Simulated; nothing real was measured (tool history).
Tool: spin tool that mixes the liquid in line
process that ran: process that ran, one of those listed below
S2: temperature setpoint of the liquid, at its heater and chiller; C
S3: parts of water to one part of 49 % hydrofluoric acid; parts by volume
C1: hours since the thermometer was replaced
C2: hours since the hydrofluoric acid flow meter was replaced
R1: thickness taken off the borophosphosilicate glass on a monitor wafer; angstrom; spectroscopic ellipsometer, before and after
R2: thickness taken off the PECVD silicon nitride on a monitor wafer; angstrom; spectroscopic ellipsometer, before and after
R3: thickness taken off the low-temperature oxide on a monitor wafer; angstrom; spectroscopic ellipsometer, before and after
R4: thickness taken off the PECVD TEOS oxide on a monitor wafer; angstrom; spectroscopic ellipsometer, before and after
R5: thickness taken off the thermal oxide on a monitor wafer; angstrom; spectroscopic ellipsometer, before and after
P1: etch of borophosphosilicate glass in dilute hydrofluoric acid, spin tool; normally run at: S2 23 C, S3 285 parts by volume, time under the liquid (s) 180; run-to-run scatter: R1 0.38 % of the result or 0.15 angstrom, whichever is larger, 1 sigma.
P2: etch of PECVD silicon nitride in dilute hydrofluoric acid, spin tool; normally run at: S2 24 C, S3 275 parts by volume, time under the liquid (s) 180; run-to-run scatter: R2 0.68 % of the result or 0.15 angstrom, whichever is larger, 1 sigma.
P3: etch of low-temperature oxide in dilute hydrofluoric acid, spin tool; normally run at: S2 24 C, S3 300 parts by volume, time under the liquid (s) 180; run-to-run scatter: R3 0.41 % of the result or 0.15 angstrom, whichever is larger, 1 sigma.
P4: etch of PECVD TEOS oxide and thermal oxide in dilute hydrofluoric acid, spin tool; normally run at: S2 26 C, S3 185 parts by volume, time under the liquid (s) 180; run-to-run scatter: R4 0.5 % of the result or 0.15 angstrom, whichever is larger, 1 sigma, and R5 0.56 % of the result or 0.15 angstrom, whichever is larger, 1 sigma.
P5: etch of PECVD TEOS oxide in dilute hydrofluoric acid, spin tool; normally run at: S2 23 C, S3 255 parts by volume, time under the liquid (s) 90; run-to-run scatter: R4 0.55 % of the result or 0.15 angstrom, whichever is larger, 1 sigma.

{"run": 1, "day": 0.321, "process that ran": "P1", "S2": 23, "S3": 285, "time under the liquid (s)": 180, "C1": 881.8, "C2": 1077.9, "R1": 186.76}
{"run": 2, "day": 0.804, "process that ran": "P1", "S2": 23, "S3": 390, "time under the liquid (s)": 180, "C1": 893.4, "C2": 1089.5, "R1": 124.17}
{"run": 3, "day": 1.258, "process that ran": "P2", "S2": 24, "S3": 275, "time under the liquid (s)": 180, "C1": 904.3, "C2": 1100.4, "R2": 35.958}
{"run": 4, "day": 1.962, "process that ran": "P1", "S2": 17, "S3": 285, "time under the liquid (s)": 180, "C1": 921.2, "C2": 1117.3, "R1": 149.8}
{"run": 5, "day": 2.292, "process that ran": "P3", "S2": 24, "S3": 495, "time under the liquid (s)": 180, "C1": 929.1, "C2": 1125.2, "R3": 86.429}
{"run": 6, "day": 2.796, "process that ran": "P4", "S2": 26, "S3": 185, "time under the liquid (s)": 180, "C1": 941.2, "C2": 1137.3, "R4": 96.747, "R5": 45.856}
{"run": 7, "day": 3.242, "process that ran": "P2", "S2": 24, "S3": 275, "time under the liquid (s)": 330, "C1": 951.9, "C2": 1148, "R2": 65.537}
{"run": 8, "day": 3.746, "process that ran": "P4", "S2": 26, "S3": 185, "time under the liquid (s)": 320, "C1": 964, "C2": 1160.1, "R4": 171.83, "R5": 80.106}
{"run": 9, "day": 4.383, "process that ran": "P1", "S2": 23, "S3": 285, "time under the liquid (s)": 270, "C1": 979.3, "C2": 1175.4, "R1": 279.88}
{"run": 10, "day": 4.95, "process that ran": "P1", "S2": 23, "S3": 285, "time under the liquid (s)": 180, "C1": 992.9, "C2": 1189, "R1": 186.89}
{"run": 11, "day": 5.6, "process that ran": "P3", "S2": 24, "S3": 300, "time under the liquid (s)": 180, "C1": 1008.5, "C2": 1204.6, "R3": 169.03}
{"run": 12, "day": 6.038, "process that ran": "P2", "S2": 24, "S3": 275, "time under the liquid (s)": 180, "C1": 1019, "C2": 1215.1, "R2": 36.066}
{"run": 13, "day": 6.425, "process that ran": "P2", "S2": 24, "S3": 95, "time under the liquid (s)": 180, "C1": 1028.3, "C2": 1224.4, "R2": 103.55}
{"run": 14, "day": 6.767, "process that ran": "P3", "S2": 24, "S3": 300, "time under the liquid (s)": 180, "C1": 1036.5, "C2": 1232.6, "R3": 167.8}
{"run": 15, "day": 7.204, "process that ran": "P2", "S2": 31, "S3": 275, "time under the liquid (s)": 180, "C1": 1047, "C2": 1243.1, "R2": 54.373}
{"run": 16, "day": 7.821, "process that ran": "P5", "S2": 17.5, "S3": 255, "time under the liquid (s)": 90, "C1": 1061.8, "C2": 1257.9, "R4": 62.384}
{"run": 17, "day": 8.288, "process that ran": "P1", "S2": 23, "S3": 285, "time under the liquid (s)": 45, "C1": 1073, "C2": 1269.1, "R1": 46.551}
{"run": 18, "day": 8.883, "process that ran": "P4", "S2": 26, "S3": 260, "time under the liquid (s)": 180, "C1": 1087.3, "C2": 1283.4, "R4": 62.899, "R5": 29.471}
{"run": 19, "day": 9.458, "process that ran": "P5", "S2": 23, "S3": 255, "time under the liquid (s)": 165, "C1": 1101.1, "C2": 1297.2, "R4": 141.35}
{"run": 20, "day": 9.921, "process that ran": "P1", "S2": 23, "S3": 60, "time under the liquid (s)": 180, "C1": 1112.2, "C2": 1308.3, "R1": 1134.3}
{"run": 21, "day": 10.629, "process that ran": "P3", "S2": 32, "S3": 300, "time under the liquid (s)": 180, "C1": 1129.2, "C2": 1325.3, "R3": 219.41}
{"run": 22, "day": 11.304, "process that ran": "P4", "S2": 31.5, "S3": 185, "time under the liquid (s)": 180, "C1": 1145.4, "C2": 1341.5, "R4": 118.53, "R5": 54.62}
{"run": 23, "day": 11.971, "process that ran": "P5", "S2": 23, "S3": 255, "time under the liquid (s)": 90, "C1": 1161.4, "C2": 1357.5, "R4": 77.097}
{"run": 24, "day": 12.442, "process that ran": "P1", "S2": 30, "S3": 285, "time under the liquid (s)": 180, "C1": 1172.7, "C2": 1368.8, "R1": 237.45}
{"run": 25, "day": 12.754, "process that ran": "P1", "S2": 27.5, "S3": 285, "time under the liquid (s)": 90, "C1": 1180.2, "C2": 1376.3, "R1": 109.25}
{"run": 26, "day": 13.1, "process that ran": "P4", "S2": 26, "S3": 185, "time under the liquid (s)": 180, "C1": 1188.5, "C2": 1384.6, "R4": 96.276, "R5": 45.17}
{"run": 27, "day": 13.646, "process that ran": "P3", "S2": 24, "S3": 300, "time under the liquid (s)": 85, "C1": 1201.6, "C2": 1397.7, "R3": 79.702}
{"run": 28, "day": 14.012, "process that ran": "P1", "S2": 23, "S3": 285, "time under the liquid (s)": 180, "C1": 1210.4, "C2": 1406.5, "R1": 186.16}
{"run": 29, "day": 14.629, "process that ran": "P5", "S2": 23, "S3": 375, "time under the liquid (s)": 90, "C1": 1225.2, "C2": 1421.3, "R4": 47.233}

The next listed run, before its measurement:
{"run": 30, "day": 15.321, "process that ran": "P1", "S2": 23, "S3": 285, "time under the liquid (s)": 180, "C1": 1241.8, "C2": 1437.9, "R1": "?"}

R1: 187.31 angstrom

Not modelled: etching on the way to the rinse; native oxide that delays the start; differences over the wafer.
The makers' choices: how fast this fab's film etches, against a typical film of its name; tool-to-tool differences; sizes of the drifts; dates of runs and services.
